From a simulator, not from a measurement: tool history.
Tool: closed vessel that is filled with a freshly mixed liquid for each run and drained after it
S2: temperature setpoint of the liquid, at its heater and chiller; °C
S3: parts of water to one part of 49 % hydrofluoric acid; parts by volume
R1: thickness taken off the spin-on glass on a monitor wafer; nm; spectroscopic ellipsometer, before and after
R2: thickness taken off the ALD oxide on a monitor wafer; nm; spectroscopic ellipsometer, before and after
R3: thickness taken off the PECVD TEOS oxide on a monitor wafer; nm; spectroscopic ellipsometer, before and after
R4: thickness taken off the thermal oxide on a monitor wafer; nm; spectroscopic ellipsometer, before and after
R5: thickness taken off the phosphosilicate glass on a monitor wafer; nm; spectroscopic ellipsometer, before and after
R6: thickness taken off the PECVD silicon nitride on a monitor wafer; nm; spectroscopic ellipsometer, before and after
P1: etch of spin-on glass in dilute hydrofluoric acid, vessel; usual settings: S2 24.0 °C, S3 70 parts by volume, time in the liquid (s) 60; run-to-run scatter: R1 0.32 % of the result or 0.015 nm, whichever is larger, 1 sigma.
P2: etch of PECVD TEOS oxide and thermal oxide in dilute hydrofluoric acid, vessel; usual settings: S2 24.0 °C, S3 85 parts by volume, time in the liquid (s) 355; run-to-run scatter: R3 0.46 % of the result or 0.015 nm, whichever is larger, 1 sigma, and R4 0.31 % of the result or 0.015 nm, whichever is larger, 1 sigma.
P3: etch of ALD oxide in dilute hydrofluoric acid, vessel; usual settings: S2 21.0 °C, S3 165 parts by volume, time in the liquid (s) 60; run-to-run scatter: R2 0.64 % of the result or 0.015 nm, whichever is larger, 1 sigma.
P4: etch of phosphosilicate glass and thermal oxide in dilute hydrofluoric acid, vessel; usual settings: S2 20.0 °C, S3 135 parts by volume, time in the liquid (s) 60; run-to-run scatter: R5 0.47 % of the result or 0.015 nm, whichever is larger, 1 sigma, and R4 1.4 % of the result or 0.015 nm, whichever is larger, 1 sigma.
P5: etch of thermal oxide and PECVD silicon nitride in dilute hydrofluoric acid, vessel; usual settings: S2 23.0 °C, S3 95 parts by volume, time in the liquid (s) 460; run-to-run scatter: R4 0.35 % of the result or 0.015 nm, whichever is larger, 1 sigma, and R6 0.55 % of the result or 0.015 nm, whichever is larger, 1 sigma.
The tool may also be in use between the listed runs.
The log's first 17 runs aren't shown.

{"run": 18, "hour": 115.0, "process that ran": "P5", "S2": 23.0, "S3": 95, "time in the liquid (s)": 460, "R4": 22.584, "R6": 16.169}
{"run": 19, "hour": 122.6, "process that ran": "P5", "S2": 23.0, "S3": 95, "time in the liquid (s)": 460, "R4": 22.575, "R6": 16.324}
{"run": 20, "hour": 129.4, "process that ran": "P1", "S2": 27.5, "S3": 70, "time in the liquid (s)": 95, "R1": 63.815}
{"run": 21, "hour": 134.4, "process that ran": "P2", "S2": 24.0, "S3": 145, "time in the liquid (s)": 355, "R3": 31.341, "R4": 11.159}
{"run": 22, "hour": 139.6, "process that ran": "P2", "S2": 24.0, "S3": 85, "time in the liquid (s)": 355, "R3": 57.715, "R4": 20.642}
{"run": 23, "hour": 144.4, "process that ran": "P1", "S2": 24.0, "S3": 70, "time in the liquid (s)": 110, "R1": 64.33}
{"run": 24, "hour": 151.2, "process that ran": "P1", "S2": 27.5, "S3": 70, "time in the liquid (s)": 30, "R1": 20.17}
{"run": 25, "hour": 159.2, "process that ran": "P5", "S2": 23.0, "S3": 95, "time in the liquid (s)": 760, "R4": 37.584, "R6": 26.874}
{"run": 26, "hour": 166.0, "process that ran": "P1", "S2": 24.0, "S3": 40, "time in the liquid (s)": 60, "R1": 63.709}
{"run": 27, "hour": 172.1, "process that ran": "P4", "S2": 20.0, "S3": 135, "time in the liquid (s)": 60, "R4": 1.6926, "R5": 35.292}
{"run": 28, "hour": 179.9, "process that ran": "P2", "S2": 29.0, "S3": 85, "time in the liquid (s)": 355, "R3": 70.233, "R4": 25.026}
{"run": 29, "hour": 186.7, "process that ran": "P1", "S2": 24.0, "S3": 70, "time in the liquid (s)": 60, "R1": 35.181}
{"run": 30, "hour": 190.8, "process that ran": "P1", "S2": 24.0, "S3": 70, "time in the liquid (s)": 60, "R1": 35.169}
{"run": 31, "hour": 197.2, "process that ran": "P3", "S2": 17.0, "S3": 165, "time in the liquid (s)": 60, "R2": 3.5675}
{"run": 32, "hour": 202.8, "process that ran": "P1", "S2": 31.0, "S3": 70, "time in the liquid (s)": 60, "R1": 46.066}
{"run": 33, "hour": 210.4, "process that ran": "P1", "S2": 24.0, "S3": 70, "time in the liquid (s)": 30, "R1": 17.599}
{"run": 34, "hour": 215.1, "process that ran": "P1", "S2": 24.0, "S3": 70, "time in the liquid (s)": 60, "R1": 35.212}
{"run": 35, "hour": 220.6, "process that ran": "P1", "S2": 24.0, "S3": 70, "time in the liquid (s)": 60, "R1": 35.915}
{"run": 36, "hour": 226.4, "process that ran": "P1", "S2": 24.0, "S3": 70, "time in the liquid (s)": 60, "R1": 36.636}
{"run": 37, "hour": 233.5, "process that ran": "P1", "S2": 24.0, "S3": 70, "time in the liquid (s)": 60, "R1": 37.299}
{"run": 38, "hour": 241.4, "process that ran": "P1", "S2": 24.0, "S3": 70, "time in the liquid (s)": 60, "R1": 37.944}
{"run": 39, "hour": 248.6, "process that ran": "P1", "S2": 24.0, "S3": 70, "time in the liquid (s)": 60, "R1": 38.039}
{"run": 40, "hour": 252.9, "process that ran": "P1", "S2": 24.0, "S3": 70, "time in the liquid (s)": 60, "R1": 38.129}
{"run": 41, "hour": 257.0, "process that ran": "P1", "S2": 24.0, "S3": 70, "time in the liquid (s)": 60, "R1": 38.105}
{"run": 42, "hour": 263.8, "process that ran": "P1", "S2": 24.0, "S3": 70, "time in the liquid (s)": 60, "R1": 38.34}

Forecast run 43:
{"run": 43, "hour": 269.0, "process that ran": "P1", "S2": 24.0, "S3": 70, "time in the liquid (s)": 60, "R1": "?"}

R1: 38.384 nm

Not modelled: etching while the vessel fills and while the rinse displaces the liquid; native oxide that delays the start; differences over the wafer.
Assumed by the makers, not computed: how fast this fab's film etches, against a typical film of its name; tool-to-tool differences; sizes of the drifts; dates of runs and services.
